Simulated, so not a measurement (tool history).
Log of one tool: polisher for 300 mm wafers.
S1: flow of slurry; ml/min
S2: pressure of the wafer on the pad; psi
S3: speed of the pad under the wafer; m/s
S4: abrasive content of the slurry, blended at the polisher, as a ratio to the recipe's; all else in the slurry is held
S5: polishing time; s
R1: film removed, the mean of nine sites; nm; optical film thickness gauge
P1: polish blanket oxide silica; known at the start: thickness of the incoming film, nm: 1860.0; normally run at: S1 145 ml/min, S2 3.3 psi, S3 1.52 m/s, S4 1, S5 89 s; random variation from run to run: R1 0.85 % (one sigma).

| run | day | S1 | S2 | S3 | S4 | S5 | R1 |
|---|---|---|---|---|---|---|---|
| 1 | 0.2 | 145 | 3.3 | 1.52 | 1 | 89 | 277.93 |
| 2 | 0.367 | 145 | 3.3 | 1.52 | 1 | 89 | 279.58 |
| 3 | 0.629 | 145 | 3.3 | 1.52 | 1 | 89 | 278.3 |
| 4 | 0.95 | 145 | 3.3 | 1.52 | 1 | 135 | 414.48 |
| 5 | 1.179 | 145 | 3.3 | 1.52 | 1.5 | 89 | 332.53 |
| 6 | 1.321 | 145 | 2.4 | 1.52 | 0.7 | 89 | 171.83 |
| 7 | 1.533 | 145 | 4.9 | 1.52 | 1 | 89 | 416.14 |
|  | 1.65 | conditioning disc replaced and pad reconditioned |
| 8 | 1.712 | 145 | 3.3 | 1.52 | 1 | 40 | 128.34 |
| 9 | 1.921 | 145 | 3.3 | 1.52 | 1 | 89 | 281.72 |
| 10 | 2.158 | 145 | 3.3 | 1.52 | 0.5 | 89 | 194.42 |
| 11 | 2.462 | 145 | 1.7 | 1.52 | 1 | 89 | 144.66 |
| 12 | 2.696 | 105 | 3.3 | 1.52 | 1 | 89 | 257.91 |
| 13 | 2.938 | 145 | 3.3 | 2.22 | 1 | 89 | 375.95 |
|  | 3.033 | head pressure recalibrated |
| 14 | 3.2 | 220 | 3.3 | 1.52 | 1 | 89 | 300.24 |
| 15 | 3.462 | 145 | 3.3 | 1.52 | 1 | 89 | 281.18 |
| 16 | 3.625 | 145 | 3.3 | 1.52 | 1 | 89 | 276.72 |
| 17 | 3.933 | 145 | 3.3 | 0.68 | 1 | 89 | 147.88 |
| 18 | 4.142 | 145 | 3.3 | 1.52 | 1 | 89 | 281.18 |
| 19 | 4.325 | 145 | 3.3 | 1.52 | 1 | 89 | 276.91 |
| 20 | 4.65 | 145 | 3.3 | 1.52 | 1 | 89 | 261.27 |
| 21 | 4.867 | 145 | 3.3 | 1.52 | 1 | 89 | 254.82 |

The next listed run, before its measurement:
| 22 | 5.05 | 145 | 3.3 | 1.52 | 1 | 89 | ? |

R1: 255.66 nm
